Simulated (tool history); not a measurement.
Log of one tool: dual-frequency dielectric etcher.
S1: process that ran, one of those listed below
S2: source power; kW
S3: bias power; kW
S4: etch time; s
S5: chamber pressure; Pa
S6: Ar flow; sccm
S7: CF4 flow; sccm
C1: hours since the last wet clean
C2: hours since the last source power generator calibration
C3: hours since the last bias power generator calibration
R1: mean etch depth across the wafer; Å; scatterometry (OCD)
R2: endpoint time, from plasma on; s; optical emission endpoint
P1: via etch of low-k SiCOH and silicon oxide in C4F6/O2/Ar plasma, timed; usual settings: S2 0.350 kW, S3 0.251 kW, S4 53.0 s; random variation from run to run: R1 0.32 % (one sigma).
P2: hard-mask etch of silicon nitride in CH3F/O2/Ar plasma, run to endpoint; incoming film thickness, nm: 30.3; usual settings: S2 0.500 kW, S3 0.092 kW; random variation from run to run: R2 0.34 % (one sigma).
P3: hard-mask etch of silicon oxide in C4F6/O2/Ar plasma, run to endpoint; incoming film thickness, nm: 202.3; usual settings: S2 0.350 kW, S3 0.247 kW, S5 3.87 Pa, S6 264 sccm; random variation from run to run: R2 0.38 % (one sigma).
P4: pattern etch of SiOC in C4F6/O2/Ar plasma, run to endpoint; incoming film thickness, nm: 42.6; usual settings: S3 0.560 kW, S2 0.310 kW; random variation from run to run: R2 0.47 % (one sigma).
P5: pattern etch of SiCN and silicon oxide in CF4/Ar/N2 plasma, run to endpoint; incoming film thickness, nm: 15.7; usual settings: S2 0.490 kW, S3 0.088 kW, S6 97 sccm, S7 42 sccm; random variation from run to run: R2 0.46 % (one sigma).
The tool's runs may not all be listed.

Run 1, hour 8.0: S1 P1, S2 0.350 kW, S3 0.251 kW, S4 53.0 s; C1 72.6; C2 762.5; C3 640.6. Result: R1 1570.80 Å.
Run 2, hour 17.4: S1 P1, S2 0.490 kW, S3 0.251 kW, S4 34.0 s; C1 82.0; C2 771.9; C3 650.0. Result: R1 1147.10 Å.
Run 3, hour 23.3: S1 P3, S2 0.500 kW, S3 0.247 kW, S5 3.87 Pa, S6 264 sccm; C1 87.9; C2 777.8; C3 655.9. Result: R2 50.966 s.
Run 4, hour 34.2: S1 P5, S2 0.490 kW, S3 0.088 kW, S6 97 sccm, S7 42 sccm; C1 98.8; C2 788.7; C3 666.8. Result: R2 17.119 s.
Run 5, hour 44.7: S1 P5, S2 0.490 kW, S3 0.088 kW, S6 97 sccm, S7 42 sccm; C1 109.3; C2 799.2; C3 677.3. Result: R2 17.316 s.
Run 6, hour 51.5: S1 P5, S2 0.490 kW, S3 0.088 kW, S6 97 sccm, S7 27 sccm; C1 116.1; C2 806.0; C3 684.1. Result: R2 18.313 s.
Run 7, hour 62.2: S1 P4, S2 0.310 kW, S3 0.560 kW; C1 126.8; C2 816.7; C3 694.8. Result: R2 14.583 s.
Run 8, hour 67.9: S1 P1, S2 0.350 kW, S3 0.251 kW, S4 53.0 s; C1 132.5; C2 822.4; C3 700.5. Result: R1 1573.30 Å.
Run 9, hour 80.0: S1 P2, S2 0.660 kW, S3 0.092 kW; C1 144.6; C2 834.5; C3 712.6. Result: R2 33.816 s.
Run 10, hour 86.1: S1 P4, S2 0.410 kW, S3 0.560 kW; C1 150.7; C2 840.6; C3 718.7. Result: R2 13.099 s.
Run 11, hour 97.0: S1 P5, S2 0.490 kW, S3 0.118 kW, S6 97 sccm, S7 42 sccm; C1 161.6; C2 851.5; C3 729.6. Result: R2 15.258 s.
Run 12, hour 106.9: S1 P1, S2 0.420 kW, S3 0.251 kW, S4 53.0 s; C1 171.5; C2 861.4; C3 739.5. Result: R1 1694.10 Å.
Run 13, hour 112.6: S1 P1, S2 0.350 kW, S3 0.197 kW, S4 53.0 s; C1 177.2; C2 867.1; C3 745.2. Result: R1 1453.70 Å.
Run 14, hour 119.2: S1 P5, S2 0.490 kW, S3 0.088 kW, S6 58 sccm, S7 42 sccm; C1 183.8; C2 873.7; C3 751.8. Result: R2 16.038 s.
Run 15, hour 126.6: S1 P1, S2 0.350 kW, S3 0.251 kW, S4 53.0 s; C1 191.2; C2 881.1; C3 759.2. Result: R1 1573.60 Å.
Run 16, hour 136.5: S1 P1, S2 0.350 kW, S3 0.251 kW, S4 53.0 s; C1 201.1; C2 891.0; C3 769.1. Result: R1 1576.70 Å.
Run 17, hour 147.2: S1 P1, S2 0.350 kW, S3 0.251 kW, S4 68.0 s; C1 211.8; C2 901.7; C3 779.8. Result: R1 2024.90 Å.
Run 18, hour 155.1: S1 P1, S2 0.220 kW, S3 0.332 kW, S4 53.0 s; C1 219.7; C2 909.6; C3 787.7. Result: R1 1455.70 Å.
Run 19, hour 167.5: S1 P3, S2 0.350 kW, S3 0.247 kW, S5 3.87 Pa, S6 264 sccm; C1 232.1; C2 922.0; C3 800.1. Result: R2 58.493 s.
Run 20, hour 177.2: S1 P2, S2 0.500 kW, S3 0.092 kW; C1 241.8; C2 931.7; C3 809.8. Result: R2 37.777 s.
Run 21, hour 187.6: S1 P1, S2 0.270 kW, S3 0.251 kW, S4 53.0 s; C1 252.2; C2 942.1; C3 820.2. Result: R1 1426.90 Å.
Run 22, hour 193.1: S1 P1, S2 0.350 kW, S3 0.251 kW, S4 53.0 s; C1 257.7; C2 947.6; C3 825.7. Result: R1 1574.10 Å.
Run 23, hour 200.7: S1 P4, S2 0.310 kW, S3 0.560 kW; C1 265.3; C2 955.2; C3 833.3. Result: R2 14.686 s.
Run 24, hour 207.0: S1 P1, S2 0.350 kW, S3 0.251 kW, S4 53.0 s; C1 271.6; C2 961.5; C3 839.6. Result: R1 1573.80 Å.
Run 25, hour 212.8: S1 P3, S2 0.350 kW, S3 0.247 kW, S5 4.73 Pa, S6 264 sccm; C1 277.4; C2 967.3; C3 845.4. Result: R2 59.865 s.
Run 26, hour 222.0: S1 P1, S2 0.350 kW, S3 0.251 kW, S4 53.0 s; C1 286.6; C2 976.5; C3 854.6. Result: R1 1568.80 Å.
Run 27, hour 230.8: S1 P2, S2 0.500 kW, S3 0.092 kW; C1 295.4; C2 985.3; C3 863.4. Result: R2 37.550 s.
Run 28, hour 240.2: S1 P3, S2 0.350 kW, S3 0.327 kW, S5 3.87 Pa, S6 264 sccm; C1 304.8; C2 994.7; C3 872.8. Result: R2 52.708 s.
Run 29, hour 250.1: S1 P5, S2 0.330 kW, S3 0.088 kW, S6 97 sccm, S7 42 sccm; C1 314.7; C2 1004.6; C3 882.7. Result: R2 24.022 s.
Run 30, hour 259.9: S1 P2, S2 0.500 kW, S3 0.115 kW; C1 324.5; C2 1014.4; C3 892.5. Result: R2 34.754 s.
Run 31, hour 265.7: S1 P1, S2 0.350 kW, S3 0.251 kW, S4 29.0 s; C1 330.3; C2 1020.2; C3 898.3. Result: R1 865.37 Å.
Run 32, hour 276.3: S1 P1, S2 0.350 kW, S3 0.187 kW, S4 31.5 s; C1 340.9; C2 1030.8; C3 908.9. Result: R1 851.69 Å.
Run 33, hour 286.4: S1 P1, S2 0.350 kW, S3 0.326 kW, S4 53.0 s; C1 351.0; C2 1040.9; C3 919.0. Result: R1 1726.30 Å.
Run 34, hour 296.8: S1 P4, S2 0.310 kW, S3 0.432 kW; C1 361.4; C2 1051.3; C3 929.4. Result: R2 16.086 s.
Run 35, hour 306.3: S1 P3, S2 0.350 kW, S3 0.247 kW, S5 3.87 Pa, S6 194 sccm; C1 370.9; C2 1060.8; C3 938.9. Result: R2 56.204 s.
Run 36, hour 315.0: S1 P1, S2 0.350 kW, S3 0.251 kW, S4 53.0 s; C1 379.6; C2 1069.5; C3 947.6. Result: R1 1572.70 Å.
Run 37, hour 322.0: S1 P1, S2 0.350 kW, S3 0.251 kW, S4 53.0 s; C1 386.6; C2 1076.5; C3 954.6. Result: R1 1578.70 Å.
Run 38, hour 330.3: S1 P1, S2 0.350 kW, S3 0.251 kW, S4 53.0 s; C1 394.9; C2 1084.8; C3 962.9. Result: R1 1585.20 Å.
Run 39, hour 339.5: S1 P1, S2 0.350 kW, S3 0.251 kW, S4 53.0 s; C1 404.1; C2 1094.0; C3 972.1. Result: R1 1601.40 Å.
Run 40, hour 351.4: S1 P1, S2 0.350 kW, S3 0.251 kW, S4 53.0 s; C1 416.0; C2 1105.9; C3 984.0. Result: R1 1599.50 Å.
Run 41, hour 359.1: S1 P1, S2 0.350 kW, S3 0.251 kW, S4 53.0 s; C1 423.7; C2 1113.6; C3 991.7. Result: R1 1603.10 Å.
At hour 363.6: wet clean of the chamber.
Run 42, hour 365.4: S1 P1, S2 0.350 kW, S3 0.251 kW, S4 53.0 s; C1 1.9; C2 1119.9; C3 998.0. Result: R1 1600.20 Å.
Run 43, hour 376.8: S1 P1, S2 0.350 kW, S3 0.251 kW, S4 53.0 s; C1 13.3; C2 1131.3; C3 1009.4. Result: R1 1608.40 Å.
Run 44, hour 383.1: S1 P1, S2 0.350 kW, S3 0.251 kW, S4 53.0 s; C1 19.6; C2 1137.6; C3 1015.7. Result: R1 1604.70 Å.

What P1 gives has crept away from where it was. These 2 causes fit the log equally well, each at the size given:
A: source power that arrives over what is set, % = 4.28
B: bias power that arrives over what is set, % = 4.78
The creep began at about hour 315.0.
Why every other cause is out:
chamber walls in a state that raises the etch rate, %: serviced at hour 363.6, which brought nothing back

4 check runs are offered, each on 3 wafers whose results are averaged, their results left as question marks. Which one tells the causes apart?
Run check 1, hour 389.4: S1 P4, S2 0.360 kW, S3 0.560 kW. Result: R2 ?.
Run check 2, hour 389.4: S1 P2, S2 0.660 kW, S3 0.112 kW. Result: R2 ?.
Run check 3, hour 389.4: S1 P5, S2 0.490 kW, S3 0.088 kW, S6 60 sccm, S7 42 sccm. Result: R2 ?.
Run check 4, hour 389.4: S1 P3, S2 0.490 kW, S3 0.247 kW, S5 3.87 Pa, S6 211 sccm. Result: R2 ?.

What each check would give under each cause:
  check  result    if A    if B
check 1      R2  13.617  13.583
check 2      R2  31.104  31.063
check 3      R2  15.422  15.741
check 4      R2  49.227  49.253
How far apart the two closest causes lie, in the result that separates them most: check 1 0.25 %; check 2 0.13 %; check 3 2.04 %; check 4 0.05 %
Only check 3 tells the causes apart: in the others they would give nearly the same result.

Then check 3 was run and gave: R2 15.727 s. Which cause is it?

It is B: bias power that arrives over what is set, %.
